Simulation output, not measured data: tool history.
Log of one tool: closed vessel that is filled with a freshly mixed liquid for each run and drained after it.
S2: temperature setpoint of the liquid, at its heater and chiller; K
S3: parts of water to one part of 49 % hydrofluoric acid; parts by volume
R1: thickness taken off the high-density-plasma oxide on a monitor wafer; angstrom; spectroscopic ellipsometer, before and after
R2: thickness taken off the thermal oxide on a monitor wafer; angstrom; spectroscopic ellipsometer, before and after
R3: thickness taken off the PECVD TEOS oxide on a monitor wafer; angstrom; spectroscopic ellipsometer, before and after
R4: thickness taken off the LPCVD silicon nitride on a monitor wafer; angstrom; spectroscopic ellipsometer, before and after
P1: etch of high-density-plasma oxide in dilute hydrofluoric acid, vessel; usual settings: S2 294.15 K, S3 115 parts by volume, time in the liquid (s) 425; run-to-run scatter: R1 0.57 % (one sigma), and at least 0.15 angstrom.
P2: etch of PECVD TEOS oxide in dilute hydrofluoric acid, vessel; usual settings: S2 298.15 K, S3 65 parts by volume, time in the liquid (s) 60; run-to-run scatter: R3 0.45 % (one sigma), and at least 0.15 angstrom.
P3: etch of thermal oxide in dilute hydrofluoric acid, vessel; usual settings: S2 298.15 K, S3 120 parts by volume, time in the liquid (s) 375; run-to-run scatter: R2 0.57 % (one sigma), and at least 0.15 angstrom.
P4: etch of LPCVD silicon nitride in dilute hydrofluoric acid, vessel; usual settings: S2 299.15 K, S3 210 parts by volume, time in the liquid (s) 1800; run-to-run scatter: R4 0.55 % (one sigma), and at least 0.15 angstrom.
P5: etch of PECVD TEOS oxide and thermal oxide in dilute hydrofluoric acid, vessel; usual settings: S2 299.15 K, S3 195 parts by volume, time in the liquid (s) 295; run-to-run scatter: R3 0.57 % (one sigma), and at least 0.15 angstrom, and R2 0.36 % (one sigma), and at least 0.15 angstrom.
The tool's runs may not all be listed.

run 1 day=0.096 | process_that_ran=P1 S2=294.15 S3=115 time_in_the_liquid_(s)=425 | R1=163.18
run 2 day=0.246 | process_that_ran=P3 S2=291.15 S3=120 time_in_the_liquid_(s)=375 | R2=115.94
run 3 day=0.367 | process_that_ran=P2 S2=298.15 S3=100 time_in_the_liquid_(s)=60 | R3=174.6
run 4 day=0.529 | process_that_ran=P1 S2=294.15 S3=115 time_in_the_liquid_(s)=425 | R1=164.48
run 5 day=0.675 | process_that_ran=P3 S2=298.15 S3=220 time_in_the_liquid_(s)=375 | R2=75.433
run 6 day=0.862 | process_that_ran=P1 S2=294.15 S3=115 time_in_the_liquid_(s)=180 | R1=69.321
run 7 day=0.971 | process_that_ran=P1 S2=294.15 S3=195 time_in_the_liquid_(s)=425 | R1=87.891
run 8 day=1.121 | process_that_ran=P3 S2=298.15 S3=120 time_in_the_liquid_(s)=375 | R2=154.4
run 9 day=1.279 | process_that_ran=P2 S2=298.15 S3=65 time_in_the_liquid_(s)=60 | R3=281.61
run 10 day=1.404 | process_that_ran=P5 S2=299.15 S3=25 time_in_the_liquid_(s)=295 | R2=642.83 R3=3957.3
run 11 day=1.533 | process_that_ran=P5 S2=299.15 S3=195 time_in_the_liquid_(s)=160 | R2=36.14 R3=221.97
run 12 day=1.7 | process_that_ran=P4 S2=299.15 S3=210 time_in_the_liquid_(s)=3525 | R4=88.794
run 13 day=1.896 | process_that_ran=P2 S2=298.15 S3=65 time_in_the_liquid_(s)=30 | R3=141.24
run 14 day=2.108 | process_that_ran=P1 S2=294.15 S3=115 time_in_the_liquid_(s)=640 | R1=246.86
run 15 day=2.217 | process_that_ran=P3 S2=298.15 S3=120 time_in_the_liquid_(s)=30 | R2=12.477
run 16 day=2.388 | process_that_ran=P4 S2=299.15 S3=210 time_in_the_liquid_(s)=1800 | R4=45.953
run 17 day=2.567 | process_that_ran=P1 S2=294.15 S3=115 time_in_the_liquid_(s)=425 | R1=163.06
run 18 day=2.771 | process_that_ran=P1 S2=298.15 S3=115 time_in_the_liquid_(s)=425 | R1=192.94
run 19 day=2.983 | process_that_ran=P5 S2=307.15 S3=195 time_in_the_liquid_(s)=295 | R2=89.003 R3=541.85
run 20 day=3.154 | process_that_ran=P3 S2=298.15 S3=120 time_in_the_liquid_(s)=375 | R2=154.34
run 21 day=3.308 | process_that_ran=P5 S2=299.15 S3=195 time_in_the_liquid_(s)=295 | R2=67.418 R3=411.32
run 22 day=3.462 | process_that_ran=P1 S2=290.15 S3=115 time_in_the_liquid_(s)=425 | R1=139.66
run 23 day=3.621 | process_that_ran=P1 S2=294.15 S3=35 time_in_the_liquid_(s)=425 | R1=591.87
run 24 day=3.746 | process_that_ran=P2 S2=298.15 S3=65 time_in_the_liquid_(s)=60 | R3=281.75
run 25 day=3.892 | process_that_ran=P1 S2=294.15 S3=115 time_in_the_liquid_(s)=425 | R1=163.1
run 26 day=4.104 | process_that_ran=P2 S2=301.65 S3=65 time_in_the_liquid_(s)=60 | R3=326.53
run 27 day=4.292 | process_that_ran=P4 S2=305.15 S3=210 time_in_the_liquid_(s)=1800 | R4=65.688
run 28 day=4.429 | process_that_ran=P1 S2=294.15 S3=190 time_in_the_liquid_(s)=250 | R1=53.919
run 29 day=4.633 | process_that_ran=P1 S2=294.15 S3=115 time_in_the_liquid_(s)=425 | R1=165.43
run 30 day=4.808 | process_that_ran=P4 S2=299.15 S3=125 time_in_the_liquid_(s)=1800 | R4=75.742
run 31 day=4.904 | process_that_ran=P1 S2=294.15 S3=115 time_in_the_liquid_(s)=425 | R1=163.9
run 32 day=5.046 | process_that_ran=P1 S2=294.15 S3=115 time_in_the_liquid_(s)=425 | R1=168.59
run 33 day=5.212 | process_that_ran=P1 S2=294.15 S3=115 time_in_the_liquid_(s)=425 | R1=170.25
run 34 day=5.362 | process_that_ran=P1 S2=294.15 S3=115 time_in_the_liquid_(s)=425 | R1=172.26
run 35 day=5.529 | process_that_ran=P1 S2=294.15 S3=115 time_in_the_liquid_(s)=425 | R1=173.63
run 36 day=5.646 | process_that_ran=P1 S2=294.15 S3=115 time_in_the_liquid_(s)=425 | R1=175.71
run 37 day=5.842 | process_that_ran=P1 S2=294.15 S3=115 time_in_the_liquid_(s)=425 | R1=173.65
run 38 day=5.988 | process_that_ran=P1 S2=294.15 S3=115 time_in_the_liquid_(s)=425 | R1=173.8
run 39 day=6.204 | process_that_ran=P1 S2=294.15 S3=115 time_in_the_liquid_(s)=425 | R1=173.55

What P1 gives has crept away from where it was. These 2 causes fit the log equally well, each at the size given:
A: hydrofluoric acid flow above the setpoint (%) = 5.61
B: liquid hotter than its thermometer reads (K) = 1.54
The creep began at about day 4.904.

4 check runs are offered, each on 2 wafers whose results are averaged, their results left as question marks. Which one tells the causes apart?
run check 1 day=6.421 | process_that_ran=P3 S2=298.15 S3=120 time_in_the_liquid_(s)=85 | R2=?
run check 2 day=6.421 | process_that_ran=P4 S2=299.15 S3=210 time_in_the_liquid_(s)=2735 | R4=?
run check 3 day=6.421 | process_that_ran=P2 S2=301.65 S3=65 time_in_the_liquid_(s)=30 | R3=?
run check 4 day=6.421 | process_that_ran=P5 S2=307.15 S3=70 time_in_the_liquid_(s)=295 | R2=? R3=?

What each check would give under each cause:
check=check_1 result=R2 if_A=37.113 if_B=36.993
check=check_2 result=R4 if_A=73.325 if_B=76.312
check=check_3 result=R3 if_A=172.89 if_B=172.96
check=check_4 result=R2 if_A=315.18 if_B=313.99
check=check_4 result=R3 if_A=1928.8 if_B=1921.5
How far apart the two closest causes lie, in the result that separates them most: check 1 0.32 %; check 2 3.99 %; check 3 0.04 %; check 4 0.38 %
Check 2 tells the causes apart: in the others they would give nearly the same result.

Check 2 was then run and gave: R4 73.736 angstrom. Which cause is it?

It is A: hydrofluoric acid flow above the setpoint (%).

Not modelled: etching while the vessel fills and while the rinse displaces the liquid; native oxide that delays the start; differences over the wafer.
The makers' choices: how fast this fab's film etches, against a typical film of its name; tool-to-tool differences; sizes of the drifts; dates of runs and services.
